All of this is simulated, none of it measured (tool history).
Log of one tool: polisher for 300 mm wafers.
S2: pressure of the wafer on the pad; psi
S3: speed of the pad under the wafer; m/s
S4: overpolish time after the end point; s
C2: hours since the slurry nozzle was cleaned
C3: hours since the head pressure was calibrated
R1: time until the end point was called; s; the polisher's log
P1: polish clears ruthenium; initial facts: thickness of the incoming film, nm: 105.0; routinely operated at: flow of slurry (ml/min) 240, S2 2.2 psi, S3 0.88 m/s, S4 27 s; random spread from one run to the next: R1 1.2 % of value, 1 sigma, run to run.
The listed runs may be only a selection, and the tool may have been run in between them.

{"run": 1, "day": 0.508, "flow of slurry (ml/min)": 240, "S2": 2.2, "S3": 0.88, "S4": 27, "wafers polished on this pad": 435, "C2": 288.3, "C3": 236.4, "R1": 99.979}
{"run": 2, "day": 1.096, "flow of slurry (ml/min)": 240, "S2": 2.2, "S3": 0.88, "S4": 27, "wafers polished on this pad": 557, "C2": 302.4, "C3": 250.5, "R1": 99.122}
{"run": 3, "day": 1.729, "flow of slurry (ml/min)": 240, "S2": 2.2, "S3": 0.88, "S4": 52, "wafers polished on this pad": 688, "C2": 317.6, "C3": 265.7, "R1": 101.29}
{"run": 4, "day": 2.021, "flow of slurry (ml/min)": 240, "S2": 3.3, "S3": 0.88, "S4": 27, "wafers polished on this pad": 749, "C2": 324.6, "C3": 272.7, "R1": 66.255}
{"run": 5, "day": 2.562, "flow of slurry (ml/min)": 240, "S2": 2.2, "S3": 0.88, "S4": 27, "wafers polished on this pad": 861, "C2": 337.6, "C3": 285.7, "R1": 101.15}
{"run": 6, "day": 3.038, "flow of slurry (ml/min)": 145, "S2": 2.2, "S3": 0.88, "S4": 27, "wafers polished on this pad": 960, "C2": 349, "C3": 297.1, "R1": 107.51}
{"run": 7, "day": 3.667, "flow of slurry (ml/min)": 360, "S2": 2.2, "S3": 0.88, "S4": 27, "wafers polished on this pad": 1090, "C2": 364.1, "C3": 312.2, "R1": 97.335}
{"run": 8, "day": 4.004, "flow of slurry (ml/min)": 240, "S2": 2.2, "S3": 1.34, "S4": 48, "wafers polished on this pad": 1160, "C2": 372.2, "C3": 320.3, "R1": 67.497}
{"run": 9, "day": 4.617, "flow of slurry (ml/min)": 240, "S2": 2.2, "S3": 0.88, "S4": 27, "wafers polished on this pad": 1288, "C2": 386.9, "C3": 335, "R1": 100.47}
{"run": 10, "day": 5.021, "flow of slurry (ml/min)": 240, "S2": 2.2, "S3": 0.88, "S4": 8, "wafers polished on this pad": 1371, "C2": 396.6, "C3": 344.7, "R1": 99.791}
{"run": 11, "day": 5.546, "flow of slurry (ml/min)": 240, "S2": 2.2, "S3": 0.48, "S4": 40, "wafers polished on this pad": 1480, "C2": 409.2, "C3": 357.3, "R1": 185.22}
{"run": 12, "day": 5.829, "flow of slurry (ml/min)": 240, "S2": 2.2, "S3": 1.18, "S4": 27, "wafers polished on this pad": 1539, "C2": 416, "C3": 364.1, "R1": 75.706}
{"run": 13, "day": 6.262, "flow of slurry (ml/min)": 240, "S2": 2.2, "S3": 0.66, "S4": 27, "wafers polished on this pad": 1629, "C2": 426.4, "C3": 374.5, "R1": 134.18}
{"run": 14, "day": 6.642, "flow of slurry (ml/min)": 240, "S2": 1.1, "S3": 0.88, "S4": 27, "wafers polished on this pad": 1708, "C2": 435.5, "C3": 383.6, "R1": 202.44}
{"run": 15, "day": 7.088, "flow of slurry (ml/min)": 240, "S2": 2.2, "S3": 0.88, "S4": 27, "wafers polished on this pad": 1801, "C2": 446.2, "C3": 394.3, "R1": 101.77}
{"run": 16, "day": 7.512, "flow of slurry (ml/min)": 325, "S2": 2.2, "S3": 0.88, "S4": 41, "wafers polished on this pad": 1889, "C2": 456.4, "C3": 404.5, "R1": 97.05}
{"run": 17, "day": 8.112, "flow of slurry (ml/min)": 240, "S2": 2.2, "S3": 0.88, "S4": 27, "wafers polished on this pad": 2013, "C2": 470.8, "C3": 418.9, "R1": 98.903}
{"run": 18, "day": 8.662, "flow of slurry (ml/min)": 240, "S2": 2.2, "S3": 0.88, "S4": 27, "wafers polished on this pad": 2128, "C2": 484, "C3": 432.1, "R1": 102.06}
{"run": 19, "day": 9.2, "flow of slurry (ml/min)": 240, "S2": 2.2, "S3": 0.88, "S4": 27, "wafers polished on this pad": 2239, "C2": 496.9, "C3": 445, "R1": 103.18}
{"run": 20, "day": 9.771, "flow of slurry (ml/min)": 240, "S2": 2.2, "S3": 0.88, "S4": 27, "wafers polished on this pad": 2358, "C2": 510.6, "C3": 458.7, "R1": 104.79}
{"run": 21, "day": 10.083, "flow of slurry (ml/min)": 240, "S2": 2.2, "S3": 0.88, "S4": 27, "wafers polished on this pad": 2423, "C2": 518.1, "C3": 466.2, "R1": 105.98}
{"run": 22, "day": 10.625, "flow of slurry (ml/min)": 240, "S2": 2.2, "S3": 0.88, "S4": 27, "wafers polished on this pad": 2535, "C2": 531.1, "C3": 479.2, "R1": 109.26}
{"run": 23, "day": 11.108, "flow of slurry (ml/min)": 240, "S2": 2.2, "S3": 0.88, "S4": 27, "wafers polished on this pad": 2635, "C2": 542.7, "C3": 490.8, "R1": 105.97}
{"run": 24, "day": 11.538, "flow of slurry (ml/min)": 240, "S2": 2.2, "S3": 0.88, "S4": 27, "wafers polished on this pad": 2724, "C2": 553, "C3": 501.1, "R1": 109}
{"day": 11.679, "done": "head pressure recalibrated"}
{"run": 25, "day": 11.883, "flow of slurry (ml/min)": 240, "S2": 2.2, "S3": 0.88, "S4": 27, "wafers polished on this pad": 2796, "C2": 561.3, "C3": 5, "R1": 106.63}
{"run": 26, "day": 12.462, "flow of slurry (ml/min)": 240, "S2": 2.2, "S3": 0.88, "S4": 27, "wafers polished on this pad": 2916, "C2": 575.2, "C3": 18.9, "R1": 106.43}
{"run": 27, "day": 13.108, "flow of slurry (ml/min)": 240, "S2": 2.2, "S3": 0.88, "S4": 27, "wafers polished on this pad": 3051, "C2": 590.7, "C3": 34.4, "R1": 106.15}
{"run": 28, "day": 13.554, "flow of slurry (ml/min)": 240, "S2": 2.2, "S3": 0.88, "S4": 27, "wafers polished on this pad": 3143, "C2": 601.4, "C3": 45.1, "R1": 107.31}

P1 has crept away from where it was. The log is fitted equally well by each of these 2 causes, at the sizes shown:
A: removal rate lost through wear of the pad, % = 6.92
B: slurry flow missing at the pad, % = 39.6
At approximately day 8.112, the process output began to creep.
Why every other cause is out:
head's pressure below its setpoint, %: was serviced at day 11.679, once the creep was under way, yet the earlier output never came back

Of the 4 check runs below, each run on 5 wafers with the results averaged and each result still a question mark, which one would tell the listed causes apart?
{"run": "check 1", "day": 14.0, "flow of slurry (ml/min)": 240, "S2": 3.2, "S3": 0.88, "S4": 9, "R1": "?"}
{"run": "check 2", "day": 14.0, "flow of slurry (ml/min)": 240, "S2": 2.2, "S3": 0.88, "S4": 50, "R1": "?"}
{"run": "check 3", "day": 14.0, "flow of slurry (ml/min)": 145, "S2": 2.2, "S3": 0.88, "S4": 14, "R1": "?"}
{"run": "check 4", "day": 14.0, "flow of slurry (ml/min)": 240, "S2": 1.4, "S3": 0.88, "S4": 8, "R1": "?"}

What each check would give under each cause:
check=check_1 result=R1 if_A=73.982 if_B=73.985
check=check_2 result=R1 if_A=107.61 if_B=107.61
check=check_3 result=R1 if_A=115.61 if_B=120.57
check=check_4 result=R1 if_A=169.1 if_B=169.11
Minimum pairwise separation of causes per check, each pair taken at its best-separating result: check 1 0 %; check 2 0 %; check 3 4.2 %; check 4 0 %
The other checks would show nearly matching results whichever cause is true, so check 3 is the only one that separates the causes.

Here is what check 3 returned: R1 115.73 s. Which cause is it?

It is A: removal rate lost through wear of the pad, %.
